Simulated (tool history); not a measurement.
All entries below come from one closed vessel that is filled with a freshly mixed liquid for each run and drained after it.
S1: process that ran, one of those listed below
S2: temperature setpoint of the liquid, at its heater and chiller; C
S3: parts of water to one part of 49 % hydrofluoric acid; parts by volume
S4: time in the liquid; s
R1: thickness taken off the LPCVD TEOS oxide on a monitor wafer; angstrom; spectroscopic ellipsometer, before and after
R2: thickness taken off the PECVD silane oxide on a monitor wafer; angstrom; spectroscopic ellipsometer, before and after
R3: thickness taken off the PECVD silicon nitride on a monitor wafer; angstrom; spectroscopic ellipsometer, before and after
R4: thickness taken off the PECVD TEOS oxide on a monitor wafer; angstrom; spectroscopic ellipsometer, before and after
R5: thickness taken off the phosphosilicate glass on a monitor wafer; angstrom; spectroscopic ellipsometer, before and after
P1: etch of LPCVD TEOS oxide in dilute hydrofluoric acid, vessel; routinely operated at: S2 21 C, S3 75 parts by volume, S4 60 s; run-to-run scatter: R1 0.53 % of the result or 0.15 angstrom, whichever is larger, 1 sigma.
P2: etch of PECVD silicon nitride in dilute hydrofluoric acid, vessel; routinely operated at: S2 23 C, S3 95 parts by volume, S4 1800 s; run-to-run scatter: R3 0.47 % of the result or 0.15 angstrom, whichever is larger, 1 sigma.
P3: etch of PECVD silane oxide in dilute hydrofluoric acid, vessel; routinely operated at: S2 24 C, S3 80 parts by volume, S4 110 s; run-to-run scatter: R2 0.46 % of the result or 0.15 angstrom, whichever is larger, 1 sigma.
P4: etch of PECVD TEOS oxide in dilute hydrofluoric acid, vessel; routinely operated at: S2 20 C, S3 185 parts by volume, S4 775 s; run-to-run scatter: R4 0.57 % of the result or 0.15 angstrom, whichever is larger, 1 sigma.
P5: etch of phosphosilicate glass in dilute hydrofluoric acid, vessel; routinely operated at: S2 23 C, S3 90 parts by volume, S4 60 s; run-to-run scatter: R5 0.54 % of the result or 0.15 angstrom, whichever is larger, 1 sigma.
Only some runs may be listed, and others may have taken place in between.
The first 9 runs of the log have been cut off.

run 10 hour=105.6 | S1=P1 S2=17 S3=75 S4=60 | R1=181.27
run 11 hour=112.2 | S1=P1 S2=21 S3=75 S4=60 | R1=212.85
run 12 hour=125.7 | S1=P2 S2=23 S3=95 S4=3565 | R3=931.81
run 13 hour=134.5 | S1=P1 S2=25 S3=75 S4=60 | R1=250.62
run 14 hour=144.4 | S1=P2 S2=23 S3=50 S4=1800 | R3=886.35
run 15 hour=156.4 | S1=P4 S2=20 S3=185 S4=1500 | R4=1058.7
run 16 hour=164.9 | S1=P2 S2=18 S3=95 S4=1800 | R3=334
run 17 hour=176.4 | S1=P3 S2=24 S3=80 S4=110 | R2=466.11
run 18 hour=184.2 | S1=P1 S2=17 S3=75 S4=85 | R1=254.6
-- hour=186.8 thermometer replaced
run 19 hour=193.6 | S1=P5 S2=31 S3=90 S4=60 | R5=849.47
run 20 hour=200.2 | S1=P5 S2=23 S3=90 S4=60 | R5=629.46
run 21 hour=210.4 | S1=P1 S2=21 S3=75 S4=60 | R1=211.23
run 22 hour=223.9 | S1=P3 S2=17 S3=80 S4=110 | R2=346.94
run 23 hour=231.3 | S1=P5 S2=23 S3=90 S4=85 | R5=889.74
run 24 hour=241.6 | S1=P1 S2=21 S3=75 S4=60 | R1=212.99
run 25 hour=251.1 | S1=P4 S2=20 S3=255 S4=775 | R4=369.1
run 26 hour=260.8 | S1=P1 S2=21 S3=20 S4=60 | R1=856.85
run 27 hour=268.5 | S1=P1 S2=21 S3=75 S4=100 | R1=355.21
run 28 hour=278.2 | S1=P3 S2=24 S3=80 S4=210 | R2=891.7

For run 29, what comes out?
run 29 hour=288.6 | S1=P5 S2=23 S3=20 S4=60 | R5=?

R5: 3057 angstrom

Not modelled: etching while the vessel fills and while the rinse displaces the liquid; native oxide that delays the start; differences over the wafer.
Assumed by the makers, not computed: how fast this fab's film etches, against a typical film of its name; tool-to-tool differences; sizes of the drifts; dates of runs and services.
